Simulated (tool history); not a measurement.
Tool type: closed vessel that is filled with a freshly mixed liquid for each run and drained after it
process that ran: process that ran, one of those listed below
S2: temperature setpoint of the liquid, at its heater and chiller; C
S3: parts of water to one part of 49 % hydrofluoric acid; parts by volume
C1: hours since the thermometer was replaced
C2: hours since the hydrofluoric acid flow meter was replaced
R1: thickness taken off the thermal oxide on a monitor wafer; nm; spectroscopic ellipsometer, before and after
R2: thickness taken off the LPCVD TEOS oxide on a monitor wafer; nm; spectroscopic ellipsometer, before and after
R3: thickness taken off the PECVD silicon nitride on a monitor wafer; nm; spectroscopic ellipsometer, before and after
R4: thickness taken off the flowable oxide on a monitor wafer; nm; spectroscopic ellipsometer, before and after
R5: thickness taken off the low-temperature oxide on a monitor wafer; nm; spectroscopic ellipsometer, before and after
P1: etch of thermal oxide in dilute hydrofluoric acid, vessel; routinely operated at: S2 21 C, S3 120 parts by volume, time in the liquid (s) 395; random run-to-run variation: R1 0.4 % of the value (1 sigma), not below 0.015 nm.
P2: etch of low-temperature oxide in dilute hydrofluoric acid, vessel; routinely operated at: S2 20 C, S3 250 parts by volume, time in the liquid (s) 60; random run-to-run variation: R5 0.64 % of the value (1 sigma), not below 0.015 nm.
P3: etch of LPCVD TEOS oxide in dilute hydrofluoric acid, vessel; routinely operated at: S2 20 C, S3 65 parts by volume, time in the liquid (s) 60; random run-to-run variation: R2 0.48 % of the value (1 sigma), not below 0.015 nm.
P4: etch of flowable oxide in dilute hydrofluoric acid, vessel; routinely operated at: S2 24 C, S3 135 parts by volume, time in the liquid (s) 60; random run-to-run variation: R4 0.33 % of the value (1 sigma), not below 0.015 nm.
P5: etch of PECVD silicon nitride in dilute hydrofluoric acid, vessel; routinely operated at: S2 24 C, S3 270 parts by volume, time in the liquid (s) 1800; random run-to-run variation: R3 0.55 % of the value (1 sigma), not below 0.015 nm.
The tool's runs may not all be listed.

run 1 day=0.442 | process_that_ran=P1 S2=21 S3=120 time_in_the_liquid_(s)=395 | C1=900.4 C2=820.7 | R1=13.5160
run 2 day=0.958 | process_that_ran=P3 S2=20 S3=65 time_in_the_liquid_(s)=60 | C1=912.8 C2=833.1 | R2=22.277
run 3 day=1.388 | process_that_ran=P1 S2=21 S3=120 time_in_the_liquid_(s)=395 | C1=923.1 C2=843.4 | R1=13.3660
run 4 day=1.704 | process_that_ran=P5 S2=24 S3=270 time_in_the_liquid_(s)=1800 | C1=930.7 C2=851.0 | R3=18.481
run 5 day=2.254 | process_that_ran=P5 S2=19 S3=270 time_in_the_liquid_(s)=1800 | C1=943.9 C2=864.2 | R3=13.382
run 6 day=2.838 | process_that_ran=P4 S2=24 S3=135 time_in_the_liquid_(s)=60 | C1=957.9 C2=878.2 | R4=19.234
run 7 day=3.388 | process_that_ran=P1 S2=21 S3=185 time_in_the_liquid_(s)=395 | C1=971.1 C2=891.4 | R1=8.1665
run 8 day=3.904 | process_that_ran=P1 S2=21 S3=120 time_in_the_liquid_(s)=140 | C1=983.5 C2=903.8 | R1=4.7910
run 9 day=4.429 | process_that_ran=P4 S2=29 S3=135 time_in_the_liquid_(s)=60 | C1=996.1 C2=916.4 | R4=23.205
run 10 day=4.938 | process_that_ran=P2 S2=20 S3=250 time_in_the_liquid_(s)=60 | C1=1008.3 C2=928.6 | R5=4.5274
run 11 day=5.508 | process_that_ran=P2 S2=20 S3=250 time_in_the_liquid_(s)=100 | C1=1022.0 C2=942.3 | R5=7.5575
run 12 day=6.125 | process_that_ran=P1 S2=28 S3=120 time_in_the_liquid_(s)=395 | C1=1036.8 C2=957.1 | R1=17.6690
run 13 day=6.533 | process_that_ran=P1 S2=17 S3=120 time_in_the_liquid_(s)=395 | C1=1046.6 C2=966.9 | R1=11.4680
run 14 day=7.104 | process_that_ran=P1 S2=21 S3=120 time_in_the_liquid_(s)=395 | C1=1060.3 C2=980.6 | R1=13.5730
run 15 day=7.525 | process_that_ran=P1 S2=26 S3=120 time_in_the_liquid_(s)=140 | C1=1070.4 C2=990.7 | R1=5.8549
run 16 day=7.892 | process_that_ran=P1 S2=21 S3=120 time_in_the_liquid_(s)=395 | C1=1079.2 C2=999.5 | R1=13.5970
run 17 day=8.467 | process_that_ran=P2 S2=24 S3=250 time_in_the_liquid_(s)=60 | C1=1093.0 C2=1013.3 | R5=5.3114
run 18 day=8.817 | process_that_ran=P3 S2=20 S3=35 time_in_the_liquid_(s)=60 | C1=1101.4 C2=1021.7 | R2=42.793
run 19 day=9.162 | process_that_ran=P4 S2=24 S3=205 time_in_the_liquid_(s)=60 | C1=1109.7 C2=1030.0 | R4=11.668
run 20 day=9.638 | process_that_ran=P5 S2=24 S3=270 time_in_the_liquid_(s)=330 | C1=1121.1 C2=1041.4 | R3=3.398
run 21 day=10.229 | process_that_ran=P1 S2=21 S3=120 time_in_the_liquid_(s)=395 | C1=1135.3 C2=1055.6 | R1=13.4540
run 22 day=10.850 | process_that_ran=P1 S2=21 S3=120 time_in_the_liquid_(s)=700 | C1=1150.2 C2=1070.5 | R1=24.0680
run 23 day=11.358 | process_that_ran=P2 S2=20 S3=65 time_in_the_liquid_(s)=60 | C1=1162.4 C2=1082.7 | R5=21.0140

The next listed run, before its measurement:
run 24 day=11.888 | process_that_ran=P5 S2=24 S3=270 time_in_the_liquid_(s)=1800 | C1=1175.1 C2=1095.4 | R3=?

{"run 24": {"R3": 18.459}}
